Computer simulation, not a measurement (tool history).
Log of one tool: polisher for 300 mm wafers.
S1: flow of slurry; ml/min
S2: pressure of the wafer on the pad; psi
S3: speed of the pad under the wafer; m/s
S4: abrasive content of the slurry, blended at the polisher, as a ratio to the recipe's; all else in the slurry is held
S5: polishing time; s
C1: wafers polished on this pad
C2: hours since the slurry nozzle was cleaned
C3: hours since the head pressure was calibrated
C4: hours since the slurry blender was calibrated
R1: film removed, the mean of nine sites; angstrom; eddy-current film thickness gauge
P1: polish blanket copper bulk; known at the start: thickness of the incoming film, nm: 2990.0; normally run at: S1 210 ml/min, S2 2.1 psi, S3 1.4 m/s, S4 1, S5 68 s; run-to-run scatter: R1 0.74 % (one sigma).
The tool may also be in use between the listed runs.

{"run": 1, "hour": 6.1, "S1": 210, "S2": 2.1, "S3": 1.4, "S4": 1, "S5": 68, "C1": 462, "C2": 71.4, "C3": 363.8, "C4": 73.4, "R1": 6802.2}
{"run": 2, "hour": 13.8, "S1": 330, "S2": 2.1, "S3": 1.4, "S4": 1, "S5": 68, "C1": 513, "C2": 79.1, "C3": 371.5, "C4": 81.1, "R1": 7080.8}
{"run": 3, "hour": 22.1, "S1": 125, "S2": 2.1, "S3": 1.4, "S4": 1, "S5": 68, "C1": 567, "C2": 87.4, "C3": 379.8, "C4": 89.4, "R1": 6190.9}
{"run": 4, "hour": 33.7, "S1": 210, "S2": 2.1, "S3": 1.4, "S4": 1, "S5": 68, "C1": 643, "C2": 99, "C3": 391.4, "C4": 101, "R1": 6769.7}
{"hour": 41.1, "done": "slurry nozzle cleaned"}
{"run": 5, "hour": 42.9, "S1": 125, "S2": 2.1, "S3": 1.4, "S4": 1, "S5": 97, "C1": 704, "C2": 1.8, "C3": 400.6, "C4": 110.2, "R1": 8843}
{"run": 6, "hour": 54.2, "S1": 210, "S2": 2.1, "S3": 2.02, "S4": 1, "S5": 68, "C1": 778, "C2": 13.1, "C3": 411.9, "C4": 121.5, "R1": 9698.5}
{"run": 7, "hour": 64.8, "S1": 210, "S2": 2.1, "S3": 1.4, "S4": 1, "S5": 68, "C1": 847, "C2": 23.7, "C3": 422.5, "C4": 132.1, "R1": 6765.5}
{"run": 8, "hour": 75.9, "S1": 210, "S2": 2.1, "S3": 1.4, "S4": 1, "S5": 104, "C1": 920, "C2": 34.8, "C3": 433.6, "C4": 143.2, "R1": 10300}
{"run": 9, "hour": 84.3, "S1": 210, "S2": 2.1, "S3": 1.4, "S4": 1, "S5": 68, "C1": 975, "C2": 43.2, "C3": 442, "C4": 151.6, "R1": 6724.1}
{"run": 10, "hour": 93.2, "S1": 210, "S2": 1.1, "S3": 1.4, "S4": 1, "S5": 68, "C1": 1034, "C2": 52.1, "C3": 450.9, "C4": 160.5, "R1": 3552.5}
{"run": 11, "hour": 102.2, "S1": 210, "S2": 2.1, "S3": 1.4, "S4": 1, "S5": 68, "C1": 1093, "C2": 61.1, "C3": 459.9, "C4": 169.5, "R1": 6720.8}
{"run": 12, "hour": 109.3, "S1": 210, "S2": 2.9, "S3": 1.4, "S4": 1, "S5": 68, "C1": 1139, "C2": 68.2, "C3": 467, "C4": 176.6, "R1": 9312.4}
{"run": 13, "hour": 120.1, "S1": 210, "S2": 2.1, "S3": 1.4, "S4": 1, "S5": 31, "C1": 1210, "C2": 79, "C3": 477.8, "C4": 187.4, "R1": 3092.8}
{"run": 14, "hour": 128.9, "S1": 210, "S2": 2.1, "S3": 1.4, "S4": 1.3, "S5": 68, "C1": 1268, "C2": 87.8, "C3": 486.6, "C4": 196.2, "R1": 7235.5}
{"hour": 130.1, "done": "slurry blender recalibrated"}
{"run": 15, "hour": 134.2, "S1": 210, "S2": 2.1, "S3": 1.4, "S4": 0.5, "S5": 68, "C1": 1302, "C2": 93.1, "C3": 491.9, "C4": 4.2, "R1": 5900.4}
{"run": 16, "hour": 145.4, "S1": 210, "S2": 2.1, "S3": 0.64, "S4": 1, "S5": 68, "C1": 1376, "C2": 104.3, "C3": 503.1, "C4": 15.4, "R1": 3099.8}
{"run": 17, "hour": 151.0, "S1": 210, "S2": 2.1, "S3": 1.4, "S4": 1, "S5": 68, "C1": 1413, "C2": 109.9, "C3": 508.7, "C4": 21, "R1": 6772.8}

Forecast run 18:
{"run": 18, "hour": 161.9, "S1": 210, "S2": 2.1, "S3": 1.4, "S4": 1, "S5": 68, "C1": 1484, "C2": 120.8, "C3": 519.6, "C4": 31.9, "R1": "?"}

{"run 18": {"R1": 6901.2}}
